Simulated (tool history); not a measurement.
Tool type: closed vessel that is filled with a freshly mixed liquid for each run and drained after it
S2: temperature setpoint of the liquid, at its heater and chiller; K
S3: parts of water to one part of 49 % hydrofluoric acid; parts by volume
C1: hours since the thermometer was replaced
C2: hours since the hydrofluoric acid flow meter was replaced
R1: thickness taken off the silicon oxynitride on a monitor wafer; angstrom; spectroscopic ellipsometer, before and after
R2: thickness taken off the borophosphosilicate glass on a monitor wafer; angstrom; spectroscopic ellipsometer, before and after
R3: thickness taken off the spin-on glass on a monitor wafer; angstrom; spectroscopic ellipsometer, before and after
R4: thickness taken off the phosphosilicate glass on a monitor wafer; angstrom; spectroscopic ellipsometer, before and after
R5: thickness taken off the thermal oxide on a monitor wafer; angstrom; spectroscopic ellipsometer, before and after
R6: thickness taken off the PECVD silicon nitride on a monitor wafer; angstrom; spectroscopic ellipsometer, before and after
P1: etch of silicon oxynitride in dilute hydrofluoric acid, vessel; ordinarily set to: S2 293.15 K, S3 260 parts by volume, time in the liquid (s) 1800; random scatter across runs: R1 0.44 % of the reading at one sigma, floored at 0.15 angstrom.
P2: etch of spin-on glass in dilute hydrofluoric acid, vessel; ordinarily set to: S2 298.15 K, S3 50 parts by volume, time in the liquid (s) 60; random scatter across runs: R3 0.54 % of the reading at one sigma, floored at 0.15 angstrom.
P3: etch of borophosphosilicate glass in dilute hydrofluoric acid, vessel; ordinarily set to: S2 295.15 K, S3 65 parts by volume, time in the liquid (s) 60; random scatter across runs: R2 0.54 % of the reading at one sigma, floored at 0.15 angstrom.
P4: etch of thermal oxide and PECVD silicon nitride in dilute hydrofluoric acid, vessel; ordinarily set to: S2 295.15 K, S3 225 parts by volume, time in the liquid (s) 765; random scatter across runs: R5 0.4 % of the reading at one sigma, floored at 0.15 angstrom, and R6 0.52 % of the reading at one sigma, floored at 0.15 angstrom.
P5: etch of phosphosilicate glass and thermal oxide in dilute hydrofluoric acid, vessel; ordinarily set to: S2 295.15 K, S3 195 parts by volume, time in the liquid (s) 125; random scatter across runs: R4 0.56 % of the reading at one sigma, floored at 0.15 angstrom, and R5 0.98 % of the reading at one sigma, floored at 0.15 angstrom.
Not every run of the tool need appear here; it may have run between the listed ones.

run 1 hour=6.6 | process_that_ran=P1 S2=293.15 S3=260 time_in_the_liquid_(s)=1800 | C1=485.9 C2=142.8 | R1=75.428
run 2 hour=11.5 | process_that_ran=P1 S2=293.15 S3=55 time_in_the_liquid_(s)=1800 | C1=490.8 C2=147.7 | R1=413.34
run 3 hour=18 | process_that_ran=P3 S2=295.15 S3=65 time_in_the_liquid_(s)=60 | C1=497.3 C2=154.2 | R2=389.45
run 4 hour=23.4 | process_that_ran=P1 S2=293.15 S3=260 time_in_the_liquid_(s)=1800 | C1=502.7 C2=159.6 | R1=75.866
run 5 hour=31.5 | process_that_ran=P1 S2=293.15 S3=430 time_in_the_liquid_(s)=1800 | C1=510.8 C2=167.7 | R1=41.118
run 6 hour=36.5 | process_that_ran=P2 S2=298.15 S3=20 time_in_the_liquid_(s)=60 | C1=515.8 C2=172.7 | R3=1576.1
run 7 hour=42.8 | process_that_ran=P5 S2=295.15 S3=195 time_in_the_liquid_(s)=125 | C1=522.1 C2=179 | R4=497.76 R5=25.352
run 8 hour=49.9 | process_that_ran=P3 S2=295.15 S3=35 time_in_the_liquid_(s)=60 | C1=529.2 C2=186.1 | R2=747.67
run 9 hour=57.8 | process_that_ran=P1 S2=290.15 S3=260 time_in_the_liquid_(s)=3375 | C1=537.1 C2=194 | R1=123.28
run 10 hour=63.1 | process_that_ran=P3 S2=295.15 S3=65 time_in_the_liquid_(s)=120 | C1=542.4 C2=199.3 | R2=779.87
run 11 hour=69.4 | process_that_ran=P2 S2=306.15 S3=50 time_in_the_liquid_(s)=60 | C1=548.7 C2=205.6 | R3=833.05
run 12 hour=76.2 | process_that_ran=P1 S2=293.15 S3=260 time_in_the_liquid_(s)=1800 | C1=555.5 C2=212.4 | R1=76.121
run 13 hour=84.3 | process_that_ran=P2 S2=298.15 S3=50 time_in_the_liquid_(s)=60 | C1=563.6 C2=220.5 | R3=605.66
run 14 hour=93 | process_that_ran=P1 S2=290.15 S3=145 time_in_the_liquid_(s)=1800 | C1=572.3 C2=229.2 | R1=126.48
run 15 hour=98.6 | process_that_ran=P3 S2=300.15 S3=65 time_in_the_liquid_(s)=60 | C1=577.9 C2=234.8 | R2=482.32
run 16 hour=104.2 | process_that_ran=P4 S2=290.15 S3=225 time_in_the_liquid_(s)=765 | C1=583.5 C2=240.4 | R5=110.93 R6=68.877
run 17 hour=108.8 | process_that_ran=P2 S2=298.15 S3=50 time_in_the_liquid_(s)=30 | C1=588.1 C2=245 | R3=298.91
run 18 hour=115.8 | process_that_ran=P4 S2=295.15 S3=225 time_in_the_liquid_(s)=40 | C1=595.1 C2=252 | R5=6.8698 R6=4.9739
run 19 hour=124.5 | process_that_ran=P1 S2=293.15 S3=260 time_in_the_liquid_(s)=1800 | C1=603.8 C2=260.7 | R1=76.001
run 20 hour=133.1 | process_that_ran=P5 S2=290.15 S3=195 time_in_the_liquid_(s)=125 | C1=612.4 C2=269.3 | R4=401.73 R5=21.174
run 21 hour=140.7 | process_that_ran=P4 S2=295.15 S3=225 time_in_the_liquid_(s)=765 | C1=620 C2=276.9 | R5=134.44 R6=93.763
run 22 hour=145.9 | process_that_ran=P1 S2=300.65 S3=260 time_in_the_liquid_(s)=1800 | C1=625.2 C2=282.1 | R1=105.84
run 23 hour=150.2 | process_that_ran=P1 S2=290.15 S3=260 time_in_the_liquid_(s)=1800 | C1=629.5 C2=286.4 | R1=65.554
run 24 hour=154.7 | process_that_ran=P1 S2=293.15 S3=260 time_in_the_liquid_(s)=1800 | C1=634 C2=290.9 | R1=74.867
run 25 hour=161.4 | process_that_ran=P1 S2=300.65 S3=360 time_in_the_liquid_(s)=1800 | C1=640.7 C2=297.6 | R1=70.343
run 26 hour=168.9 | process_that_ran=P4 S2=295.15 S3=380 time_in_the_liquid_(s)=765 | C1=648.2 C2=305.1 | R5=69.107 R6=56.478
run 27 hour=175.6 | process_that_ran=P5 S2=295.15 S3=195 time_in_the_liquid_(s)=50 | C1=654.9 C2=311.8 | R4=197.24 R5=10.07
run 28 hour=184.5 | process_that_ran=P1 S2=293.15 S3=260 time_in_the_liquid_(s)=3435 | C1=663.8 C2=320.7 | R1=144.29
run 29 hour=193 | process_that_ran=P5 S2=295.15 S3=40 time_in_the_liquid_(s)=125 | C1=672.3 C2=329.2 | R4=2873.7 R5=148.5
run 30 hour=199.4 | process_that_ran=P1 S2=293.15 S3=260 time_in_the_liquid_(s)=595 | C1=678.7 C2=335.6 | R1=25.32

What does the tool deliver on the next run?
run 31 hour=205.2 | process_that_ran=P1 S2=293.15 S3=260 time_in_the_liquid_(s)=1800 | C1=684.5 C2=341.4 | R1=?

R1: 75.368 angstrom
